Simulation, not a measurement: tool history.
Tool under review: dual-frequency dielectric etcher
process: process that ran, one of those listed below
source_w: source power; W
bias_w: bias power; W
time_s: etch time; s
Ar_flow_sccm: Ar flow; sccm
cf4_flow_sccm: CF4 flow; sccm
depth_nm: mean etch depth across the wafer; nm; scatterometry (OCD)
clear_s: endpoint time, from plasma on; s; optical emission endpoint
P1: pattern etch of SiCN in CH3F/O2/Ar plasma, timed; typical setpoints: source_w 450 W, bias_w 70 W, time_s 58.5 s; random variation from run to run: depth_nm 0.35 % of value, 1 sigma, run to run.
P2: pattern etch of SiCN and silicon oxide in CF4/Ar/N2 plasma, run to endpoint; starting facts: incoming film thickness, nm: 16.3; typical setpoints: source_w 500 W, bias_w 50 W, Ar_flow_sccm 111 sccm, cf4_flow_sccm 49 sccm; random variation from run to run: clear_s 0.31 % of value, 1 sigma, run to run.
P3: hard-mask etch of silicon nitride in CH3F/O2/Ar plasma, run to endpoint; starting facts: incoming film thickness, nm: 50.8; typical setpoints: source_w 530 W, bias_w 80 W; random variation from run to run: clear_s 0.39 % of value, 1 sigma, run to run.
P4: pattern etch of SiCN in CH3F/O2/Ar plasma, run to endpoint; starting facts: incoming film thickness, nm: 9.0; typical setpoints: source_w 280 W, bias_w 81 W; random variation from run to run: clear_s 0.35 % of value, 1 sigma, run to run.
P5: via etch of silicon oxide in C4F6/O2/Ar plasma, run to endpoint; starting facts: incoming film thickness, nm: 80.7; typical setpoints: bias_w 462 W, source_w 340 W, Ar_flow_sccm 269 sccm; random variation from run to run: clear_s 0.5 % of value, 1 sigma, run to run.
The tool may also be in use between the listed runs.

run   hour  process  source_w  bias_w  time_s  Ar_flow_sccm  cf4_flow_sccm  hours since the last wet clean  hours since the last source power generator calibration  hours since the last bias power generator calibration  depth_nm  clear_s
  1   10.9       P1       450      70    58.5                                                        220.5                                                    837.7                                                 1146.5    22.470
  2   18.9       P3       530      80                                                                228.5                                                    845.7                                                 1154.5             61.685
  3   29.2       P1       450      70    58.5                                                        238.8                                                    856.0                                                 1164.8    22.465
  4   37.5       P1       280      70    58.5                                                        247.1                                                    864.3                                                 1173.1    18.838
  5   45.1       P5       340     462                   269                                          254.7                                                    871.9                                                 1180.7             19.062
  6   53.4       P1       450      53    58.5                                                        263.0                                                    880.2                                                 1189.0    20.537
  7   64.3       P5       340     462                   371                                          273.9                                                    891.1                                                 1199.9             19.801
  8   72.3       P3       530     109                                                                281.9                                                    899.1                                                 1207.9             55.211
  9   82.5       P1       450      70    32.5                                                        292.1                                                    909.3                                                 1218.1    12.444
 10   92.5       P1       450      84    58.5                                                        302.1                                                    919.3                                                 1228.1    23.894
 11   98.4       P1       450      70    58.5                                                        308.0                                                    925.2                                                 1234.0    22.503
 12  111.1       P3       420      80                                                                320.7                                                    937.9                                                 1246.7             67.387
 13  122.7       P1       570      70    84.5                                                        332.3                                                    949.5                                                 1258.3    35.474
 14  131.9       P4       280      81                                                                341.5                                                    958.7                                                 1267.5             26.337
 15  137.5       P2       610      50                   111             49                           347.1                                                    964.3                                                 1273.1             17.693
 16  145.5       P1       450      70    76.0                                                        355.1                                                    972.3                                                 1281.1    29.164
 17  157.6       P5       340     637                   269                                          367.2                                                    984.4                                                 1293.2             16.867
 18  164.9       P2       500      50                   111             49                           374.5                                                    991.7                                                 1300.5             21.227
 19  171.8       P1       450      70    58.5                                                        381.4                                                    998.6                                                 1307.4    22.329
 20  184.7       P2       500      50                   111             67                           394.3                                                   1011.5                                                 1320.3             20.048
 21  190.9       P1       630      70    58.5                                                        400.5                                                   1017.7                                                 1326.5    25.384
 22  201.9       P5       280     462                   269                                          411.5                                                   1028.7                                                 1337.5             20.433
 23  209.1       P4       280      81                                                                418.7                                                   1035.9                                                 1344.7             26.361
 24  222.0       P1       450      70    58.5                                                        431.6                                                   1048.8                                                 1357.6    22.417
 25  232.7       P2       500      50                   155             49                           442.3                                                   1059.5                                                 1368.3             22.629
 26  245.3       P2       500      30                   111             49                           454.9                                                   1072.1                                                 1380.9             24.867
 27  258.0       P5       340     462                   269                                          467.6                                                   1084.8                                                 1393.6             19.003
 28  268.0       P1       450      70    58.5                                                        477.6                                                   1094.8                                                 1403.6    22.507
 29  279.1       P1       450      70    58.5                                                        488.7                                                   1105.9                                                 1414.7    22.444
 30  289.9       P1       320      70    79.5                                                        499.5                                                   1116.7                                                 1425.5    26.712
 31  302.3       P4       280      48                                                                511.9                                                   1129.1                                                 1437.9             31.721
 32  311.6       P4       210      81                                                                521.2                                                   1138.4                                                 1447.2             29.197
 33  318.4       P1       450      70    58.5                                                        528.0                                                   1145.2                                                 1454.0    22.481
 34  324.9       P1       450      70    58.5                                                        534.5                                                   1151.7                                                 1460.5    22.297
 35  331.2       P1       450      70    58.5                                                        540.8                                                   1158.0                                                 1466.8    22.201
 36  338.7       P1       450      70    58.5                                                        548.3                                                   1165.5                                                 1474.3    22.046
 37  347.5       P1       450      70    58.5                                                        557.1                                                   1174.3                                                 1483.1    21.984
 38  354.3       P1       450      70    58.5                                                        563.9                                                   1181.1                                                 1489.9    22.032
     359.2  -- wet clean of the chamber
 39  362.6       P1       450      70    58.5                                                          3.5                                                   1189.4                                                 1498.2    21.970
 40  372.9       P1       450      70    58.5                                                         13.8                                                   1199.7                                                 1508.5    22.010

Compared with where it was, what P1 gives has crept away. Each cause listed below fits the log as well as the rest, at the size given for it:
A: bias power that arrives under what is set, % = 4.97
B: source power that arrives under what is set, % = 4.56
The creep began at about hour 318.4.
What rules out each remaining cause:
chamber walls in a state that lowers the etch rate, %: its service at hour 359.2 followed the start of the drift and did not put the process back to its old value

4 check runs are offered, one wafer each, their results left as question marks. Which one tells the causes apart?
check 1  383.2       P4       240      49                                                                                                                                                                                                       ?
check 2  383.2       P5       340     462                   360                                                                                                                                                                                 ?
check 3  383.2       P2       500      50                   151             49                                                                                                                                                                  ?
check 4  383.2       P3       530     103                                                                                                                                                                                                       ?

Predicted outcomes, by check and by cause:
  check   result    if A    if B
check 1  clear_s  33.890  33.914
check 2  clear_s  20.070  20.036
check 3  clear_s  22.861  23.392
check 4  clear_s  57.360  57.306
Distance between the nearest two causes, measured in the result of the check that separates them most: check 1 0.07 %; check 2 0.17 %; check 3 2.3 %; check 4 0.09 %
Check 3 tells the causes apart: in the others they would give nearly the same result.

Here is what check 3 returned: clear_s 22.962 s. Which cause is it?

The correct cause is A, namely: bias power that arrives under what is set, %.

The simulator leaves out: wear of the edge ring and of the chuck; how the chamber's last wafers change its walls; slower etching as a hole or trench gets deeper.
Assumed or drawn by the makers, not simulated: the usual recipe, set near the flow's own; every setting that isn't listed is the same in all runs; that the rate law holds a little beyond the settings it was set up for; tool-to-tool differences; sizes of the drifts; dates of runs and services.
